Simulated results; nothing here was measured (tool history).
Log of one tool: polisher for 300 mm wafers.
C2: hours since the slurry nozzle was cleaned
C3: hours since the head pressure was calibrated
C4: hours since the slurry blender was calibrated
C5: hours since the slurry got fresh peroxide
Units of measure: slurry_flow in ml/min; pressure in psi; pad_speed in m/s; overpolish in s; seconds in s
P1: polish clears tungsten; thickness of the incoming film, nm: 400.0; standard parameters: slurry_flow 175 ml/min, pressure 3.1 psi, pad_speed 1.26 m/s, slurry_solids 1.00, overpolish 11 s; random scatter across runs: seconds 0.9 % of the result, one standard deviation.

run 1 hour=11.2 | slurry_flow=175 pressure=3.1 pad_speed=1.26 slurry_solids=1.00 overpolish=11 | wafers_polished_on_this_pad=604 C2=86.9 C3=424.5 C4=303.1 C5=103.9 | seconds=89.132
run 2 hour=22.4 | slurry_flow=175 pressure=1.4 pad_speed=1.26 slurry_solids=1.00 overpolish=11 | wafers_polished_on_this_pad=675 C2=98.1 C3=435.7 C4=314.3 C5=115.1 | seconds=197.340
-- hour=23.8 slurry blender recalibrated
run 3 hour=30.1 | slurry_flow=175 pressure=3.1 pad_speed=1.26 slurry_solids=1.00 overpolish=22 | wafers_polished_on_this_pad=724 C2=105.8 C3=443.4 C4=6.4 C5=122.8 | seconds=90.355
run 4 hour=37.7 | slurry_flow=175 pressure=3.1 pad_speed=0.72 slurry_solids=1.00 overpolish=11 | wafers_polished_on_this_pad=773 C2=113.4 C3=451.0 C4=14.0 C5=130.4 | seconds=156.510
run 5 hour=46.5 | slurry_flow=105 pressure=3.1 pad_speed=1.26 slurry_solids=1.00 overpolish=11 | wafers_polished_on_this_pad=829 C2=122.2 C3=459.8 C4=22.8 C5=139.2 | seconds=98.464
run 6 hour=52.1 | slurry_flow=175 pressure=3.1 pad_speed=1.26 slurry_solids=1.00 overpolish=11 | wafers_polished_on_this_pad=865 C2=127.8 C3=465.4 C4=28.4 C5=144.8 | seconds=89.488
run 7 hour=64.0 | slurry_flow=175 pressure=3.1 pad_speed=1.26 slurry_solids=1.00 overpolish=11 | wafers_polished_on_this_pad=940 C2=139.7 C3=477.3 C4=40.3 C5=156.7 | seconds=90.867
run 8 hour=75.1 | slurry_flow=175 pressure=3.1 pad_speed=1.86 slurry_solids=1.00 overpolish=11 | wafers_polished_on_this_pad=1011 C2=150.8 C3=488.4 C4=51.4 C5=167.8 | seconds=60.737
run 9 hour=80.3 | slurry_flow=175 pressure=3.1 pad_speed=1.26 slurry_solids=1.00 overpolish=3 | wafers_polished_on_this_pad=1044 C2=156.0 C3=493.6 C4=56.6 C5=173.0 | seconds=89.223
run 10 hour=92.1 | slurry_flow=175 pressure=3.1 pad_speed=1.26 slurry_solids=1.20 overpolish=11 | wafers_polished_on_this_pad=1120 C2=167.8 C3=505.4 C4=68.4 C5=184.8 | seconds=87.434
run 11 hour=99.8 | slurry_flow=175 pressure=3.1 pad_speed=1.26 slurry_solids=1.00 overpolish=11 | wafers_polished_on_this_pad=1169 C2=175.5 C3=513.1 C4=76.1 C5=192.5 | seconds=89.126
run 12 hour=108.8 | slurry_flow=265 pressure=3.1 pad_speed=1.26 slurry_solids=1.00 overpolish=11 | wafers_polished_on_this_pad=1226 C2=184.5 C3=522.1 C4=85.1 C5=201.5 | seconds=85.659
run 13 hour=114.5 | slurry_flow=175 pressure=3.9 pad_speed=1.26 slurry_solids=1.00 overpolish=3 | wafers_polished_on_this_pad=1263 C2=190.2 C3=527.8 C4=90.8 C5=207.2 | seconds=71.259
run 14 hour=125.6 | slurry_flow=175 pressure=4.2 pad_speed=1.26 slurry_solids=1.00 overpolish=11 | wafers_polished_on_this_pad=1334 C2=201.3 C3=538.9 C4=101.9 C5=218.3 | seconds=66.046
run 15 hour=135.1 | slurry_flow=175 pressure=3.1 pad_speed=1.26 slurry_solids=1.00 overpolish=11 | wafers_polished_on_this_pad=1394 C2=210.8 C3=548.4 C4=111.4 C5=227.8 | seconds=89.408
run 16 hour=146.4 | slurry_flow=175 pressure=3.1 pad_speed=1.26 slurry_solids=0.55 overpolish=11 | wafers_polished_on_this_pad=1466 C2=222.1 C3=559.7 C4=122.7 C5=239.1 | seconds=102.080
run 17 hour=155.7 | slurry_flow=175 pressure=3.1 pad_speed=1.26 slurry_solids=1.00 overpolish=11 | wafers_polished_on_this_pad=1526 C2=231.4 C3=569.0 C4=132.0 C5=248.4 | seconds=91.125
run 18 hour=163.9 | slurry_flow=175 pressure=3.1 pad_speed=1.26 slurry_solids=1.00 overpolish=11 | wafers_polished_on_this_pad=1578 C2=239.6 C3=577.2 C4=140.2 C5=256.6 | seconds=89.585
run 19 hour=173.5 | slurry_flow=175 pressure=3.1 pad_speed=1.26 slurry_solids=1.00 overpolish=11 | wafers_polished_on_this_pad=1639 C2=249.2 C3=586.8 C4=149.8 C5=266.2 | seconds=92.968
run 20 hour=182.2 | slurry_flow=175 pressure=3.1 pad_speed=1.26 slurry_solids=1.00 overpolish=11 | wafers_polished_on_this_pad=1695 C2=257.9 C3=595.5 C4=158.5 C5=274.9 | seconds=94.335
-- hour=187.6 head pressure recalibrated
run 21 hour=193.9 | slurry_flow=175 pressure=3.1 pad_speed=1.26 slurry_solids=1.00 overpolish=11 | wafers_polished_on_this_pad=1769 C2=269.6 C3=6.4 C4=170.2 C5=286.6 | seconds=96.974
-- hour=195.2 worn pad replaced by a new one
run 22 hour=203.6 | slurry_flow=175 pressure=3.1 pad_speed=1.26 slurry_solids=1.00 overpolish=11 | wafers_polished_on_this_pad=53 C2=279.3 C3=16.1 C4=179.9 C5=296.3 | seconds=96.780
-- hour=209.7 slurry blender recalibrated
run 23 hour=211.7 | slurry_flow=175 pressure=3.1 pad_speed=1.26 slurry_solids=1.00 overpolish=11 | wafers_polished_on_this_pad=105 C2=287.4 C3=24.2 C4=2.0 C5=304.4 | seconds=95.591
run 24 hour=223.4 | slurry_flow=175 pressure=3.1 pad_speed=1.26 slurry_solids=1.00 overpolish=11 | wafers_polished_on_this_pad=180 C2=299.1 C3=35.9 C4=13.7 C5=316.1 | seconds=97.411
run 25 hour=229.5 | slurry_flow=175 pressure=3.1 pad_speed=1.26 slurry_solids=1.00 overpolish=11 | wafers_polished_on_this_pad=219 C2=305.2 C3=42.0 C4=19.8 C5=322.2 | seconds=96.544

Something has made what P1 gives creep away from where it was; the 2 causes below, each at its own stated size, fit the log equally well:
A: peroxide lost from the slurry, % = 17.8
B: slurry flow missing at the pad, % = 34.1
The onset of the drift is placed at about hour 155.7.
Other possible causes, and why each is ruled out:
removal rate lost through wear of the pad, %: serviced after onset, at hour 195.2, with no recovery of the prior output
head's pressure below its setpoint, %: serviced after onset, at hour 187.6, with no recovery of the prior output
abrasive missing from the slurry, %: serviced after onset, at hour 209.7, with no recovery of the prior output

The 4 check runs listed below each average the results of 5 wafers, and their outcomes are marked with question marks. Under which run would the listed causes produce clearly different results?
run check 1 hour=235.6 | slurry_flow=120 pressure=3.1 pad_speed=1.26 slurry_solids=0.75 overpolish=11 | seconds=?
run check 2 hour=235.6 | slurry_flow=175 pressure=3.1 pad_speed=1.76 slurry_solids=1.00 overpolish=21 | seconds=?
run check 3 hour=235.6 | slurry_flow=175 pressure=3.1 pad_speed=1.26 slurry_solids=1.00 overpolish=22 | seconds=?
run check 4 hour=235.6 | slurry_flow=175 pressure=3.8 pad_speed=1.26 slurry_solids=0.60 overpolish=11 | seconds=?

Predicted outcomes, by check and by cause:
check=check_1 result=seconds if_A=110.860 if_B=114.300
check=check_2 result=seconds if_A=69.367 if_B=69.364
check=check_3 result=seconds if_A=96.893 if_B=96.890
check=check_4 result=seconds if_A=88.923 if_B=88.920
Smallest distance between any two causes, each pair judged by its most separating result, in per cent: check 1 3.06 %; check 2 0 %; check 3 0 %; check 4 0 %
The other checks would show nearly matching results whichever cause is true, so check 1 is the only one that separates the causes.

Check 1 was carried out, with these results: seconds 114.180 s. Which of the listed causes is responsible?

Of the candidate causes, it is B: slurry flow missing at the pad, %.
